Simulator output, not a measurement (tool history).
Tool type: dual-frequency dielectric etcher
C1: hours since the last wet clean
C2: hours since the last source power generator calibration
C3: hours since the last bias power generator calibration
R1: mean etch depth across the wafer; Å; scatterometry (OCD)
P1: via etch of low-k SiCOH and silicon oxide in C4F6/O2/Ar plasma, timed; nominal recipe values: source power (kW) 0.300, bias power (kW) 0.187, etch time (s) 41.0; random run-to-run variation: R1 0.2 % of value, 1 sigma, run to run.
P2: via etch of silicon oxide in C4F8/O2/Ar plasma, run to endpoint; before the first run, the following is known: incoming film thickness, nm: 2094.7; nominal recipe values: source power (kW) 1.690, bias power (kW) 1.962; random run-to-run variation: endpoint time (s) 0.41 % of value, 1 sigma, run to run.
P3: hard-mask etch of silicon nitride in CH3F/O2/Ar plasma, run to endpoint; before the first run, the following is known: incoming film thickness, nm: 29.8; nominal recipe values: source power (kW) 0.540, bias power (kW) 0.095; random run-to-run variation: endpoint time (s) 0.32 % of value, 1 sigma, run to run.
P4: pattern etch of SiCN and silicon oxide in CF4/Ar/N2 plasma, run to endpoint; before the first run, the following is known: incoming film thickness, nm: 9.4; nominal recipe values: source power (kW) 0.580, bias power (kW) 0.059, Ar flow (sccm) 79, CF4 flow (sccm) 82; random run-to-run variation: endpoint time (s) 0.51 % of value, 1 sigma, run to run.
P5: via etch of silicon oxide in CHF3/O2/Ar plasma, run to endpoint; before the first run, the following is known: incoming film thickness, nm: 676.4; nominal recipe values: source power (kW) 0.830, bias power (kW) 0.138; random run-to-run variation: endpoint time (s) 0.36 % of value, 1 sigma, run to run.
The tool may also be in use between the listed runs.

run 1 hour=7.7 | process_that_ran=P1 source_power_(kW)=0.300 bias_power_(kW)=0.187 etch_time_(s)=41.0 | C1=272.6 C2=1003.9 C3=1811.4 | R1=941.04
run 2 hour=11.9 | process_that_ran=P2 source_power_(kW)=1.690 bias_power_(kW)=2.734 | C1=276.8 C2=1008.1 C3=1815.6 | endpoint_time_(s)=394.9200
run 3 hour=20.4 | process_that_ran=P1 source_power_(kW)=0.300 bias_power_(kW)=0.138 etch_time_(s)=41.0 | C1=285.3 C2=1016.6 C3=1824.1 | R1=852.70
run 4 hour=24.8 | process_that_ran=P1 source_power_(kW)=0.300 bias_power_(kW)=0.187 etch_time_(s)=41.0 | C1=289.7 C2=1021.0 C3=1828.5 | R1=939.45
run 5 hour=33.3 | process_that_ran=P2 source_power_(kW)=1.690 bias_power_(kW)=1.962 | C1=298.2 C2=1029.5 C3=1837.0 | endpoint_time_(s)=435.3600
run 6 hour=39.0 | process_that_ran=P1 source_power_(kW)=0.300 bias_power_(kW)=0.187 etch_time_(s)=41.0 | C1=303.9 C2=1035.2 C3=1842.7 | R1=941.59
run 7 hour=46.4 | process_that_ran=P3 source_power_(kW)=0.540 bias_power_(kW)=0.095 | C1=311.3 C2=1042.6 C3=1850.1 | endpoint_time_(s)=35.3190
run 8 hour=50.3 | process_that_ran=P1 source_power_(kW)=0.370 bias_power_(kW)=0.260 etch_time_(s)=41.0 | C1=315.2 C2=1046.5 C3=1854.0 | R1=1140.10
run 9 hour=57.1 | process_that_ran=P1 source_power_(kW)=0.300 bias_power_(kW)=0.233 etch_time_(s)=41.0 | C1=322.0 C2=1053.3 C3=1860.8 | R1=1009.30
run 10 hour=63.2 | process_that_ran=P3 source_power_(kW)=0.690 bias_power_(kW)=0.095 | C1=328.1 C2=1059.4 C3=1866.9 | endpoint_time_(s)=32.1290
run 11 hour=67.5 | process_that_ran=P4 source_power_(kW)=0.580 bias_power_(kW)=0.059 Ar_flow_(sccm)=79 CF4_flow_(sccm)=82 | C1=332.4 C2=1063.7 C3=1871.2 | endpoint_time_(s)=8.6147
run 12 hour=73.4 | process_that_ran=P5 source_power_(kW)=0.830 bias_power_(kW)=0.138 | C1=338.3 C2=1069.6 C3=1877.1 | endpoint_time_(s)=333.4400
run 13 hour=81.9 | process_that_ran=P1 source_power_(kW)=0.210 bias_power_(kW)=0.187 etch_time_(s)=41.0 | C1=346.8 C2=1078.1 C3=1885.6 | R1=819.83
run 14 hour=87.3 | process_that_ran=P5 source_power_(kW)=1.080 bias_power_(kW)=0.138 | C1=352.2 C2=1083.5 C3=1891.0 | endpoint_time_(s)=300.3600
run 15 hour=91.1 | process_that_ran=P3 source_power_(kW)=0.540 bias_power_(kW)=0.095 | C1=356.0 C2=1087.3 C3=1894.8 | endpoint_time_(s)=35.0330
run 16 hour=94.7 | process_that_ran=P4 source_power_(kW)=0.580 bias_power_(kW)=0.059 Ar_flow_(sccm)=79 CF4_flow_(sccm)=108 | C1=359.6 C2=1090.9 C3=1898.4 | endpoint_time_(s)=8.3483
-- hour=96.2 source power generator calibrated
run 17 hour=102.3 | process_that_ran=P1 source_power_(kW)=0.430 bias_power_(kW)=0.187 etch_time_(s)=41.0 | C1=367.2 C2=6.1 C3=1906.0 | R1=1076.50
run 18 hour=108.2 | process_that_ran=P5 source_power_(kW)=0.830 bias_power_(kW)=0.138 | C1=373.1 C2=12.0 C3=1911.9 | endpoint_time_(s)=334.8000
run 19 hour=113.6 | process_that_ran=P5 source_power_(kW)=0.830 bias_power_(kW)=0.085 | C1=378.5 C2=17.4 C3=1917.3 | endpoint_time_(s)=386.7100
run 20 hour=120.2 | process_that_ran=P1 source_power_(kW)=0.370 bias_power_(kW)=0.147 etch_time_(s)=41.0 | C1=385.1 C2=24.0 C3=1923.9 | R1=942.96
run 21 hour=126.8 | process_that_ran=P4 source_power_(kW)=0.750 bias_power_(kW)=0.059 Ar_flow_(sccm)=79 CF4_flow_(sccm)=82 | C1=391.7 C2=30.6 C3=1930.5 | endpoint_time_(s)=6.8533
run 22 hour=134.3 | process_that_ran=P2 source_power_(kW)=1.050 bias_power_(kW)=1.962 | C1=399.2 C2=38.1 C3=1938.0 | endpoint_time_(s)=523.6400
run 23 hour=141.4 | process_that_ran=P1 source_power_(kW)=0.300 bias_power_(kW)=0.187 etch_time_(s)=23.0 | C1=406.3 C2=45.2 C3=1945.1 | R1=528.65
run 24 hour=145.7 | process_that_ran=P4 source_power_(kW)=0.580 bias_power_(kW)=0.035 Ar_flow_(sccm)=79 CF4_flow_(sccm)=82 | C1=410.6 C2=49.5 C3=1949.4 | endpoint_time_(s)=10.0420
run 25 hour=150.1 | process_that_ran=P1 source_power_(kW)=0.300 bias_power_(kW)=0.187 etch_time_(s)=41.0 | C1=415.0 C2=53.9 C3=1953.8 | R1=941.41
run 26 hour=156.8 | process_that_ran=P1 source_power_(kW)=0.300 bias_power_(kW)=0.187 etch_time_(s)=58.5 | C1=421.7 C2=60.6 C3=1960.5 | R1=1343.20
run 27 hour=165.2 | process_that_ran=P3 source_power_(kW)=0.540 bias_power_(kW)=0.127 | C1=430.1 C2=69.0 C3=1968.9 | endpoint_time_(s)=31.3970
run 28 hour=171.2 | process_that_ran=P4 source_power_(kW)=0.580 bias_power_(kW)=0.059 Ar_flow_(sccm)=104 CF4_flow_(sccm)=82 | C1=436.1 C2=75.0 C3=1974.9 | endpoint_time_(s)=8.9959
run 29 hour=178.1 | process_that_ran=P1 source_power_(kW)=0.300 bias_power_(kW)=0.187 etch_time_(s)=41.0 | C1=443.0 C2=81.9 C3=1981.8 | R1=940.69
run 30 hour=183.3 | process_that_ran=P1 source_power_(kW)=0.360 bias_power_(kW)=0.119 etch_time_(s)=41.0 | C1=448.2 C2=87.1 C3=1987.0 | R1=877.79
run 31 hour=187.6 | process_that_ran=P1 source_power_(kW)=0.300 bias_power_(kW)=0.187 etch_time_(s)=41.0 | C1=452.5 C2=91.4 C3=1991.3 | R1=940.04
run 32 hour=195.2 | process_that_ran=P1 source_power_(kW)=0.300 bias_power_(kW)=0.187 etch_time_(s)=41.0 | C1=460.1 C2=99.0 C3=1998.9 | R1=946.05
run 33 hour=199.4 | process_that_ran=P1 source_power_(kW)=0.300 bias_power_(kW)=0.187 etch_time_(s)=41.0 | C1=464.3 C2=103.2 C3=2003.1 | R1=946.30
run 34 hour=205.1 | process_that_ran=P1 source_power_(kW)=0.300 bias_power_(kW)=0.187 etch_time_(s)=41.0 | C1=470.0 C2=108.9 C3=2008.8 | R1=945.58
run 35 hour=209.1 | process_that_ran=P1 source_power_(kW)=0.300 bias_power_(kW)=0.187 etch_time_(s)=41.0 | C1=474.0 C2=112.9 C3=2012.8 | R1=948.93
-- hour=210.3 wet clean of the chamber
run 36 hour=217.4 | process_that_ran=P1 source_power_(kW)=0.300 bias_power_(kW)=0.187 etch_time_(s)=41.0 | C1=7.1 C2=121.2 C3=2021.1 | R1=949.51
run 37 hour=221.7 | process_that_ran=P1 source_power_(kW)=0.300 bias_power_(kW)=0.187 etch_time_(s)=41.0 | C1=11.4 C2=125.5 C3=2025.4 | R1=948.40
run 38 hour=227.4 | process_that_ran=P1 source_power_(kW)=0.300 bias_power_(kW)=0.187 etch_time_(s)=41.0 | C1=17.1 C2=131.2 C3=2031.1 | R1=951.47

The next listed run, before its measurement:
run 39 hour=235.8 | process_that_ran=P1 source_power_(kW)=0.300 bias_power_(kW)=0.187 etch_time_(s)=41.0 | C1=25.5 C2=139.6 C3=2039.5 | R1=?

{"run 39": {"R1": 951.87}}

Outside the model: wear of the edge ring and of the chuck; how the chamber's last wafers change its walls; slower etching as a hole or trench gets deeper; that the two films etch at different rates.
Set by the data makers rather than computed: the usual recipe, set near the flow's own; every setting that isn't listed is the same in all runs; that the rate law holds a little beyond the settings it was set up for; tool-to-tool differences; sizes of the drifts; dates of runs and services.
